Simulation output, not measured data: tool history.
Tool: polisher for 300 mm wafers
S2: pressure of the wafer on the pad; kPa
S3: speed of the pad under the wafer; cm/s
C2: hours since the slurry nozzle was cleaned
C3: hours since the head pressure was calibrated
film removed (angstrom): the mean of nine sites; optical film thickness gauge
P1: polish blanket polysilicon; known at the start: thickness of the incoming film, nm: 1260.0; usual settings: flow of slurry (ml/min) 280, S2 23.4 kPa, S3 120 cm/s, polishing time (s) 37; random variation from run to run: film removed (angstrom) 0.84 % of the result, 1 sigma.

{"run": 1, "hour": 15.0, "flow of slurry (ml/min)": 280, "S2": 23.4, "S3": 120, "polishing time (s)": 37, "wafers polished on this pad": 295, "C2": 173.7, "C3": 962.8, "film removed (angstrom)": 4835.8}
{"run": 2, "hour": 31.4, "flow of slurry (ml/min)": 170, "S2": 23.4, "S3": 120, "polishing time (s)": 37, "wafers polished on this pad": 472, "C2": 190.1, "C3": 979.2, "film removed (angstrom)": 4539.9}
{"run": 3, "hour": 40.5, "flow of slurry (ml/min)": 280, "S2": 33.1, "S3": 184, "polishing time (s)": 37, "wafers polished on this pad": 571, "C2": 199.2, "C3": 988.3, "film removed (angstrom)": 10289}
{"run": 4, "hour": 56.4, "flow of slurry (ml/min)": 280, "S2": 23.4, "S3": 120, "polishing time (s)": 18, "wafers polished on this pad": 744, "C2": 215.1, "C3": 1004.2, "film removed (angstrom)": 2354.8}
{"run": 5, "hour": 67.0, "flow of slurry (ml/min)": 280, "S2": 23.4, "S3": 120, "polishing time (s)": 37, "wafers polished on this pad": 859, "C2": 225.7, "C3": 1014.8, "film removed (angstrom)": 4769.3}
{"run": 6, "hour": 75.8, "flow of slurry (ml/min)": 280, "S2": 23.4, "S3": 150, "polishing time (s)": 37, "wafers polished on this pad": 954, "C2": 234.5, "C3": 1023.6, "film removed (angstrom)": 5983.1}
{"run": 7, "hour": 88.7, "flow of slurry (ml/min)": 440, "S2": 23.4, "S3": 120, "polishing time (s)": 37, "wafers polished on this pad": 1094, "C2": 247.4, "C3": 1036.5, "film removed (angstrom)": 5017.1}
{"run": 8, "hour": 103.3, "flow of slurry (ml/min)": 280, "S2": 23.4, "S3": 54, "polishing time (s)": 37, "wafers polished on this pad": 1252, "C2": 262, "C3": 1051.1, "film removed (angstrom)": 2178}
{"run": 9, "hour": 113.3, "flow of slurry (ml/min)": 280, "S2": 17.2, "S3": 120, "polishing time (s)": 37, "wafers polished on this pad": 1361, "C2": 272, "C3": 1061.1, "film removed (angstrom)": 3569.3}
{"run": 10, "hour": 128.5, "flow of slurry (ml/min)": 280, "S2": 33.1, "S3": 120, "polishing time (s)": 37, "wafers polished on this pad": 1525, "C2": 287.2, "C3": 1076.3, "film removed (angstrom)": 6751.5}

Forecast run 11:
{"run": 11, "hour": 146.9, "flow of slurry (ml/min)": 280, "S2": 23.4, "S3": 120, "polishing time (s)": 52, "wafers polished on this pad": 1725, "C2": 305.6, "C3": 1094.7, "film removed (angstrom)": "?"}

{"run 11": {"film removed (angstrom)": 6793.7}}
